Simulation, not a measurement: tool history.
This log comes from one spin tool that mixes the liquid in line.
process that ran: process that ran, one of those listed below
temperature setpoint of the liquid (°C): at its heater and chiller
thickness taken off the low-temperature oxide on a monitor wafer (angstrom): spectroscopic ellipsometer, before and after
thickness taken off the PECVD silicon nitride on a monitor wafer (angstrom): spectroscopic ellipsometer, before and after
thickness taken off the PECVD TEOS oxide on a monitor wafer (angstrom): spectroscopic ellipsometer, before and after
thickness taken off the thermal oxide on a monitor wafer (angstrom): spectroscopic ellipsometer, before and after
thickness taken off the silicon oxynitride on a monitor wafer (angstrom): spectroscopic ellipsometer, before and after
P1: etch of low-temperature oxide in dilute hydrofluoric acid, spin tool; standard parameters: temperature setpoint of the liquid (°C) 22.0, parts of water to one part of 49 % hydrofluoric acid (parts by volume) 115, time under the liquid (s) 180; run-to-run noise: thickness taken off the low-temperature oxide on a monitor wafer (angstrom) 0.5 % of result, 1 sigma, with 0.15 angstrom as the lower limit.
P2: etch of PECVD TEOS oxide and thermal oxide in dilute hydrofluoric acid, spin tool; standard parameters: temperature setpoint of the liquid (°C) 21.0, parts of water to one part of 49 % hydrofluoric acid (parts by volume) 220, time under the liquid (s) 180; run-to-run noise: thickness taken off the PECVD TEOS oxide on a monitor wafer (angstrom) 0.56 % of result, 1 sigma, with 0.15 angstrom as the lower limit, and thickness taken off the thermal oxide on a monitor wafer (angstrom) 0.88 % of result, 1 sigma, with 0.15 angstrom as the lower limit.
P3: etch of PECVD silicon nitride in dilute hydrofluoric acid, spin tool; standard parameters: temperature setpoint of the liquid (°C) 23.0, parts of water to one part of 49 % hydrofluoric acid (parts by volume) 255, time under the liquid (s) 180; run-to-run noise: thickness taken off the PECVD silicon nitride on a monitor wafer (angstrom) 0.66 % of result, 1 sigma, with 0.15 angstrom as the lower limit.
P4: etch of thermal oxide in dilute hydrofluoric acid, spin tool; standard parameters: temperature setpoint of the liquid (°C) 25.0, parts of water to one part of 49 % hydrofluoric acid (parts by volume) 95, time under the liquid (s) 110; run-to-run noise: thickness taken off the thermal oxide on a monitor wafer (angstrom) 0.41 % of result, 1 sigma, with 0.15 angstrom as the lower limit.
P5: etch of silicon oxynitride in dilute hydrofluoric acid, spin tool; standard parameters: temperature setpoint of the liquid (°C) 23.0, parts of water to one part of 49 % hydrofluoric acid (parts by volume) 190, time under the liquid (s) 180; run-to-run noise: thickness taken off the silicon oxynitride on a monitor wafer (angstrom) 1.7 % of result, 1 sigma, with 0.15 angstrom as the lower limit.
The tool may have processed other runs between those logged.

run,hour,process that ran,temperature setpoint of the liquid (°C),parts of water to one part of 49 % hydrofluoric acid (parts by volume),time under the liquid (s),hours since the thermometer was replaced,hours since the hydrofluoric acid flow meter was replaced,thickness taken off the low-temperature oxide on a monitor wafer (angstrom),thickness taken off the PECVD silicon nitride on a monitor wafer (angstrom),thickness taken off the PECVD TEOS oxide on a monitor wafer (angstrom),thickness taken off the thermal oxide on a monitor wafer (angstrom),thickness taken off the silicon oxynitride on a monitor wafer (angstrom)
1,10.9,P1,22.0,115,180,379.6,895.8,268.940,,,,
2,21.5,P3,23.0,255,180,390.2,906.4,,33.509,,,
3,35.0,P2,21.0,220,310,403.7,919.9,,,253.160,49.934,
4,45.8,P5,23.0,190,15,414.5,930.7,,,,,1.2280
5,58.3,P1,17.0,200,180,427.0,943.2,115.200,,,,
6,64.7,P4,25.0,165,110,433.4,949.6,,,,31.251,
7,74.4,P3,29.5,255,180,443.1,959.3,,50.258,,,
8,86.1,P1,29.0,115,180,454.8,971.0,352.900,,,,
9,97.6,P1,22.0,115,180,466.3,982.5,264.810,,,,
10,103.9,P3,23.0,255,275,472.6,988.8,,51.557,,,
11,112.0,P1,17.0,115,180,480.7,996.9,216.820,,,,
12,121.8,P4,25.0,95,110,490.5,1006.7,,,,58.708,
# hour 127.0: thermometer replaced
13,128.7,P4,25.0,95,45,1.8,1013.6,,,,23.848,
14,139.5,P1,22.0,115,180,12.6,1024.4,265.150,,,,
15,152.5,P5,23.0,350,180,25.6,1037.4,,,,,6.7701
16,159.9,P2,21.0,355,180,33.0,1044.8,,,78.452,15.919,
17,171.1,P5,23.0,190,180,44.2,1056.0,,,,,14.5890
18,180.7,P1,22.0,210,180,53.8,1065.6,132.000,,,,
19,193.0,P1,22.0,115,180,66.1,1077.9,265.840,,,,
20,201.1,P2,21.0,220,180,74.2,1086.0,,,145.520,29.249,
21,210.8,P3,23.0,135,180,83.9,1095.7,,63.343,,,
22,222.7,P1,22.0,60,275,95.8,1107.6,834.160,,,,
23,233.5,P1,22.0,115,180,106.6,1118.4,267.600,,,,
24,243.4,P1,22.0,115,355,116.5,1128.3,526.320,,,,
25,253.4,P4,29.5,95,110,126.5,1138.3,,,,69.363,
26,260.3,P2,25.5,220,180,133.4,1145.2,,,170.410,34.173,
27,268.2,P5,17.0,190,180,141.3,1153.1,,,,,11.0230
28,280.4,P1,22.0,115,45,153.5,1165.3,67.091,,,,
29,292.2,P1,22.0,115,180,165.3,1177.1,267.570,,,,
30,299.4,P1,26.5,155,180,172.5,1184.3,225.380,,,,
31,311.0,P5,23.0,190,180,184.1,1195.9,,,,,14.9940
32,322.4,P1,22.0,30,180,195.5,1207.3,1133.700,,,,
33,329.1,P4,25.0,95,110,202.2,1214.0,,,,58.496,
34,337.0,P1,22.0,115,180,210.1,1221.9,265.820,,,,
35,344.0,P1,22.0,115,180,217.1,1228.9,260.780,,,,
36,350.3,P1,22.0,115,180,223.4,1235.2,257.510,,,,
37,362.7,P1,22.0,115,180,235.8,1247.6,252.070,,,,
38,373.8,P1,22.0,115,180,246.9,1258.7,248.860,,,,
39,383.7,P1,22.0,115,180,256.8,1268.6,245.190,,,,
40,396.1,P1,22.0,115,180,269.2,1281.0,245.970,,,,
41,409.8,P1,22.0,115,180,282.9,1294.7,244.000,,,,
42,420.3,P1,22.0,115,180,293.4,1305.2,244.300,,,,
43,427.9,P1,22.0,115,180,301.0,1312.8,242.550,,,,
44,440.1,P1,22.0,115,180,313.2,1325.0,243.990,,,,

The log shows P1 creeping away from where it was. Any of the 2 causes listed here, at the size stated for it, fits the log just as well as the others:
A: liquid colder than its thermometer reads (K) = 2.21
B: hydrofluoric acid flow below the setpoint (%) = 7.53
At approximately hour 337.0, the process output began to creep.

Listed below are the offered check runs, one wafer per run, with question marks in place of results. For which of them would the causes give clearly different outcomes?
check 1,452.3,P5,23.0,190,180,,,,,,,?
check 2,452.3,P4,25.0,95,110,,,,,,?,
check 3,452.3,P3,23.0,255,180,,,,?,,,
check 4,452.3,P2,21.0,220,180,,,,,?,?,

If the cause were each of the candidates in turn, the checks would give the following:
check,result,if A,if B
check 1,thickness taken off the silicon oxynitride on a monitor wafer (angstrom),12.9870,13.1400
check 2,thickness taken off the thermal oxide on a monitor wafer (angstrom),53.581,53.575
check 3,thickness taken off the PECVD silicon nitride on a monitor wafer (angstrom),29.357,31.257
check 4,thickness taken off the PECVD TEOS oxide on a monitor wafer (angstrom),133.860,132.360
check 4,thickness taken off the thermal oxide on a monitor wafer (angstrom),26.766,26.466
Per-check spread between the two closest causes, in the result where they differ most: check 1 1.17 %; check 2 0.01 %; check 3 6.27 %; check 4 1.13 %
Only check 3 tells the causes apart: in the others they would give nearly the same result.

With check 3 done, the readings were: thickness taken off the PECVD silicon nitride on a monitor wafer (angstrom) 29.355. Identify which of the listed causes applies.

Of the candidate causes, it is A: liquid colder than its thermometer reads (K).
